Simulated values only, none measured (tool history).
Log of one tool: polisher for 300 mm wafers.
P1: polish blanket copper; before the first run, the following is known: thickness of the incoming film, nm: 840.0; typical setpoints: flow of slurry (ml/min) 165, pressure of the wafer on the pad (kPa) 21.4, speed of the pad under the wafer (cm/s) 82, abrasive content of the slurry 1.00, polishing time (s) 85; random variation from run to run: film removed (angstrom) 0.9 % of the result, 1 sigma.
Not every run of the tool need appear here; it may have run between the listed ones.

run,hour,flow of slurry (ml/min),pressure of the wafer on the pad (kPa),speed of the pad under the wafer (cm/s),abrasive content of the slurry,polishing time (s),film removed (angstrom)
1,4.3,165,21.4,82,1.00,85,2539.5
2,10.4,165,21.4,82,1.00,57,1693.8
3,17.3,165,11.7,82,1.00,85,1387.2
4,23.1,165,21.4,42,1.00,85,1307.6
5,30.4,165,21.4,82,1.00,122,3665.4
6,35.3,165,21.4,120,1.00,85,3772.0
# hour 41.6: head pressure recalibrated
7,42.2,165,21.4,82,0.75,85,2390.2
8,47.7,165,21.4,82,1.00,85,2554.2
9,52.6,165,33.8,102,1.00,85,5038.5
10,58.6,235,21.4,82,1.00,85,2638.5
11,64.3,165,21.4,82,1.00,85,2537.4
12,67.9,100,21.4,82,1.00,85,2326.6
13,71.4,165,21.4,82,1.00,85,2577.1
14,75.7,165,33.1,82,1.00,85,3961.6
15,83.5,165,21.4,82,1.00,85,2589.7
16,91.3,165,33.1,82,0.55,85,3479.3
17,97.7,165,21.4,82,1.45,85,2773.7
18,105.2,165,21.4,82,1.00,85,2549.2
19,110.5,165,21.4,82,1.00,85,2516.1
20,118.5,165,21.4,82,1.00,85,2388.2
21,124.5,165,21.4,82,1.00,85,2408.5
22,129.2,165,21.4,82,1.00,85,2362.8
# hour 129.4: slurry blender recalibrated
23,132.7,165,21.4,82,1.00,85,2367.3

Run 24 is up next; what results do you expect?
# hour 137.3: head pressure recalibrated
24,139.8,165,21.4,82,1.00,85,?

{"run 24": {"film removed (angstrom)": 2315.1}}
